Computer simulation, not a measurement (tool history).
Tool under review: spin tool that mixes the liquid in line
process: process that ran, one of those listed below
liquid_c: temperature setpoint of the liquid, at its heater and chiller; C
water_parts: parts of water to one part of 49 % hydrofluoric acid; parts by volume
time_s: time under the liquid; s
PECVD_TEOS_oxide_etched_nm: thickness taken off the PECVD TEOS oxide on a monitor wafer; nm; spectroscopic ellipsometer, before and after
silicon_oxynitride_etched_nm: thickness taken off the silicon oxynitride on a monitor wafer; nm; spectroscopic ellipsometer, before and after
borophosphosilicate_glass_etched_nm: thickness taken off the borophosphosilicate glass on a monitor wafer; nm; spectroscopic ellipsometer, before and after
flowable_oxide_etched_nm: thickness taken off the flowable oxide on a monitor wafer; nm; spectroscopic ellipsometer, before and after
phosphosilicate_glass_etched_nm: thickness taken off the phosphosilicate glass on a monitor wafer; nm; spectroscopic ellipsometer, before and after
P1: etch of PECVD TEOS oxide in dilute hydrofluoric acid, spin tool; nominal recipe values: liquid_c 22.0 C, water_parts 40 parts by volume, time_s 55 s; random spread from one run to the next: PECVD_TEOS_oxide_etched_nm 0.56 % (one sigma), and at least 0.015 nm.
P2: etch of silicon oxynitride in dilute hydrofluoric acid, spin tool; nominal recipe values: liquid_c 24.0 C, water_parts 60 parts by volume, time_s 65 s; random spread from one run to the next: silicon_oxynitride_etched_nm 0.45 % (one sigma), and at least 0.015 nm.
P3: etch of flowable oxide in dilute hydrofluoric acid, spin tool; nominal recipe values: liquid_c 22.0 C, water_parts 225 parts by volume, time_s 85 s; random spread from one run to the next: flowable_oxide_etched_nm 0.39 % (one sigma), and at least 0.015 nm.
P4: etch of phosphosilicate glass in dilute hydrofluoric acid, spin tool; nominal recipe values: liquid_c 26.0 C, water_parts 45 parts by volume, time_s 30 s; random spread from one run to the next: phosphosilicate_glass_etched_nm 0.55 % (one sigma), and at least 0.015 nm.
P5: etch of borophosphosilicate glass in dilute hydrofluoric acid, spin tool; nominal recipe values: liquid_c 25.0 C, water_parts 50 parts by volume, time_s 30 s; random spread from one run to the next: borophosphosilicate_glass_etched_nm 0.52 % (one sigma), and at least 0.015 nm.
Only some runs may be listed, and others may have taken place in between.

| run | hour | process | liquid_c | water_parts | time_s | hours since the thermometer was replaced | hours since the hydrofluoric acid flow meter was replaced | PECVD_TEOS_oxide_etched_nm | silicon_oxynitride_etched_nm | borophosphosilicate_glass_etched_nm | flowable_oxide_etched_nm | phosphosilicate_glass_etched_nm |
|---|---|---|---|---|---|---|---|---|---|---|---|---|
| 1 | 11.5 | P1 | 22.0 | 40 | 55 | 1386.5 | 1058.5 | 21.6130 |  |  |  |  |
| 2 | 22.1 | P2 | 24.0 | 35 | 65 | 1397.1 | 1069.1 |  | 8.5983 |  |  |  |
| 3 | 29.3 | P1 | 22.0 | 40 | 55 | 1404.3 | 1076.3 | 21.7230 |  |  |  |  |
| 4 | 39.8 | P1 | 17.5 | 40 | 55 | 1414.8 | 1086.8 | 17.7210 |  |  |  |  |
| 5 | 52.1 | P5 | 25.0 | 50 | 30 | 1427.1 | 1099.1 |  |  | 57.468 |  |  |
| 6 | 63.7 | P3 | 22.0 | 225 | 85 | 1438.7 | 1110.7 |  |  |  | 8.0383 |  |
| 7 | 74.1 | P1 | 22.0 | 60 | 55 | 1449.1 | 1121.1 | 14.1280 |  |  |  |  |
| 8 | 81.3 | P1 | 29.0 | 40 | 55 | 1456.3 | 1128.3 | 28.6930 |  |  |  |  |
| 9 | 87.2 | P1 | 22.0 | 40 | 15 | 1462.2 | 1134.2 | 5.8943 |  |  |  |  |
| 10 | 93.5 | P5 | 25.0 | 50 | 15 | 1468.5 | 1140.5 |  |  | 28.818 |  |  |
| 11 | 100.1 | P2 | 29.5 | 60 | 65 | 1475.1 | 1147.1 |  | 6.3028 |  |  |  |
| 12 | 108.1 | P3 | 28.5 | 225 | 85 | 1483.1 | 1155.1 |  |  |  | 10.0840 |  |
| 13 | 120.7 | P1 | 22.0 | 40 | 55 | 1495.7 | 1167.7 | 21.3210 |  |  |  |  |
| 14 | 128.3 | P4 | 26.0 | 45 | 30 | 1503.3 | 1175.3 |  |  |  |  | 136.380 |
| 15 | 136.7 | P5 | 19.0 | 50 | 30 | 1511.7 | 1183.7 |  |  | 44.942 |  |  |
| 16 | 144.2 | P1 | 22.0 | 40 | 55 | 1519.2 | 1191.2 | 21.3200 |  |  |  |  |
| 17 | 153.1 | P1 | 22.0 | 40 | 55 | 1528.1 | 1200.1 | 21.4180 |  |  |  |  |
| 18 | 162.4 | P4 | 26.0 | 45 | 45 | 1537.4 | 1209.4 |  |  |  |  | 203.470 |
| 19 | 172.0 | P1 | 22.0 | 25 | 55 | 1547.0 | 1219.0 | 35.2050 |  |  |  |  |
| 20 | 180.6 | P4 | 26.0 | 70 | 30 | 1555.6 | 1227.6 |  |  |  |  | 84.281 |
| 21 | 189.6 | P4 | 18.0 | 45 | 30 | 1564.6 | 1236.6 |  |  |  |  | 96.256 |
| 22 | 202.0 | P1 | 17.0 | 40 | 80 | 1577.0 | 1249.0 | 25.3800 |  |  |  |  |
| 23 | 211.1 | P3 | 22.0 | 225 | 125 | 1586.1 | 1258.1 |  |  |  | 11.8260 |  |
| 24 | 220.0 | P1 | 22.0 | 40 | 110 | 1595.0 | 1267.0 | 43.1120 |  |  |  |  |
| 25 | 232.7 | P2 | 24.0 | 60 | 65 | 1607.7 | 1279.7 |  | 4.8720 |  |  |  |
| 26 | 240.4 | P5 | 25.0 | 20 | 30 | 1615.4 | 1287.4 |  |  | 149.180 |  |  |

Forecast run 27:
| 27 | 251.3 | P2 | 24.0 | 60 | 15 | 1626.3 | 1298.3 |  | ? |  |  |  |

silicon_oxynitride_etched_nm: 1.1028 nm
